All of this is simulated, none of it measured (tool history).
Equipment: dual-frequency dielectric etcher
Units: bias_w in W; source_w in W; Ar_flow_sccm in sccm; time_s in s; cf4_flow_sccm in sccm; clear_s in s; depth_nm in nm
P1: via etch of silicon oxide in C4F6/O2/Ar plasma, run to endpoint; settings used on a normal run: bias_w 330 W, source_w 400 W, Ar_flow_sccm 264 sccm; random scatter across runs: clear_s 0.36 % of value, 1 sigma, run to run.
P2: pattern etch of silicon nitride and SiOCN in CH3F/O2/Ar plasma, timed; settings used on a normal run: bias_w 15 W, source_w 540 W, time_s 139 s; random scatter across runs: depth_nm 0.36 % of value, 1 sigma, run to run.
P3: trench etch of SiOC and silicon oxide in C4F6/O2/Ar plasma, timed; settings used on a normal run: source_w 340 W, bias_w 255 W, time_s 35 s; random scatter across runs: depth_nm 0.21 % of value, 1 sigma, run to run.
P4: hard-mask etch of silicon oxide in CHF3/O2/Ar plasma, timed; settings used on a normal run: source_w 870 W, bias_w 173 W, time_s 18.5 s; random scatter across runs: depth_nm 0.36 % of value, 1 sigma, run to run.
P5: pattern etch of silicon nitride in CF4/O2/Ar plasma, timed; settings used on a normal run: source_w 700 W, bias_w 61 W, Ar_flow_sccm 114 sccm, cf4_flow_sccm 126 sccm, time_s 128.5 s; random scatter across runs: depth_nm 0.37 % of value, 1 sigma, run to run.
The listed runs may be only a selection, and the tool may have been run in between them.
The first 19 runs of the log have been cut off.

run   hour  process  bias_w  source_w  Ar_flow_sccm  time_s  cf4_flow_sccm  hours since the last wet clean  hours since the last bias power generator calibration  hours since the last source power generator calibration  hours since the last Ar flow controller change  clear_s  depth_nm
 20  171.7       P1     246       400           356                                                  349.3                                                 1391.9                                                    713.8                                            47.7   30.399
 21  181.8       P3     255       340                    35                                          359.4                                                   1402                                                    723.9                                            57.8             72.944
 22  192.6       P1     330       400           205                                                  370.2                                                 1412.8                                                    734.7                                            68.6   26.008
 23  200.1       P3     255       340                    35                                          377.7                                                 1420.3                                                    742.2                                            76.1             72.969
 24  209.4       P1     330       400           367                                                    387                                                 1429.6                                                    751.5                                            85.4   27.752
 25  220.2       P4     237       870                  18.5                                          397.8                                                 1440.4                                                    762.3                                            96.2              47.09
     222.9  -- bias power generator calibrated
 26  228.6       P1     330       400           264                                                  406.2                                                    5.7                                                    770.7                                           104.6   26.718
 27  235.8       P1     454       400           264                                                  413.4                                                   12.9                                                    777.9                                           111.8    24.05

The next listed run, before its measurement:
 28  247.3       P3     255       250                    35                                          424.9                                                   24.4                                                    789.4                                           123.3                  ?

depth_nm: 65.131 nm
